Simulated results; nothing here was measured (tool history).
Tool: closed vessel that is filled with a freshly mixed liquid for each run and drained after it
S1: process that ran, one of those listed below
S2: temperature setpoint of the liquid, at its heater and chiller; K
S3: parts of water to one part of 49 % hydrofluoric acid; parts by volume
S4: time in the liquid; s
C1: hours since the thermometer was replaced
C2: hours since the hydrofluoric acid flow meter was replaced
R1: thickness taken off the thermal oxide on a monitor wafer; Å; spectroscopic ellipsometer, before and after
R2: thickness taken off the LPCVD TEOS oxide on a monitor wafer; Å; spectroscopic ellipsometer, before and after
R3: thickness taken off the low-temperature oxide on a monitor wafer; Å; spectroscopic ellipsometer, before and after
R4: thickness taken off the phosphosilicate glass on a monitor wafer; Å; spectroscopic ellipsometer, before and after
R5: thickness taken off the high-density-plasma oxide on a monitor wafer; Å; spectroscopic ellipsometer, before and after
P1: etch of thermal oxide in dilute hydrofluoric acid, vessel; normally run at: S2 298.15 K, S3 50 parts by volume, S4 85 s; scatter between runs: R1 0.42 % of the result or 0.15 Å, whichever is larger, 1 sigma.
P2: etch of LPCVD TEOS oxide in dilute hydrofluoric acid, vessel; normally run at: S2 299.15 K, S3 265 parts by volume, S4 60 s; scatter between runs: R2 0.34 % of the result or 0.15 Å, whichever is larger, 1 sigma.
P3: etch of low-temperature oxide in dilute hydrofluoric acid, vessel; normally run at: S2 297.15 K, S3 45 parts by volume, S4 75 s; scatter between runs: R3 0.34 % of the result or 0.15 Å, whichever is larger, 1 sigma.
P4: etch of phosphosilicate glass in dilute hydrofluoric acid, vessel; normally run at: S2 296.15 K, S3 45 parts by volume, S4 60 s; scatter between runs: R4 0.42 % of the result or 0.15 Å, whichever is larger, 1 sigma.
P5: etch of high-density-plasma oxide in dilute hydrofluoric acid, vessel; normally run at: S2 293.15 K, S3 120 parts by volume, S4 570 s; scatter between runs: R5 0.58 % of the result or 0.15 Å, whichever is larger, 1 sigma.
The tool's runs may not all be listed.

run   hour  S1      S2   S3   S4     C1     C2       R1       R2      R3      R4      R5
  1   11.0  P1  298.15   50   85  435.3  509.3   87.912
  2   19.2  P2  299.15  265  105  443.5  517.5           155.670
  3   27.7  P1  298.15   90   85  452.0  526.0   46.455
  4   39.5  P2  299.15  445   60  463.8  537.8            44.751
  5   48.2  P1  290.65   50   85  472.5  546.5   64.550
  6   54.4  P1  298.15   30   85  478.7  552.7  150.040
  7   66.2  P1  298.15   50   85  490.5  564.5   87.799
  8   74.0  P2  299.15  265   60  498.3  572.3            89.793
  9   87.0  P3  297.15   75   75  511.3  585.3                    108.84
 10   97.8  P1  304.65   50   85  522.1  596.1  114.300
 11  103.8  P2  303.65  265   60  528.1  602.1           104.030
 12  113.6  P4  296.15   45   60  537.9  611.9                            1556.1
 13  123.2  P5  293.15  120  570  547.5  621.5                                    266.32
 14  136.4  P1  298.15   50   30  560.7  634.7   31.023
 15  147.2  P1  298.15   50   85  571.5  645.5   88.404
 16  154.0  P5  293.15  120  570  578.3  652.3                                    263.53
 17  167.5  P5  290.15  120  570  591.8  665.8                                    234.02
 18  178.4  P1  298.15   50  130  602.7  676.7  134.990
 19  189.4  P1  298.15   50   85  613.7  687.7   87.455

What will run 20 give?
 20  201.7  P3  297.15  45  145  626.0  700.0           ?

R3: 366.34 Å

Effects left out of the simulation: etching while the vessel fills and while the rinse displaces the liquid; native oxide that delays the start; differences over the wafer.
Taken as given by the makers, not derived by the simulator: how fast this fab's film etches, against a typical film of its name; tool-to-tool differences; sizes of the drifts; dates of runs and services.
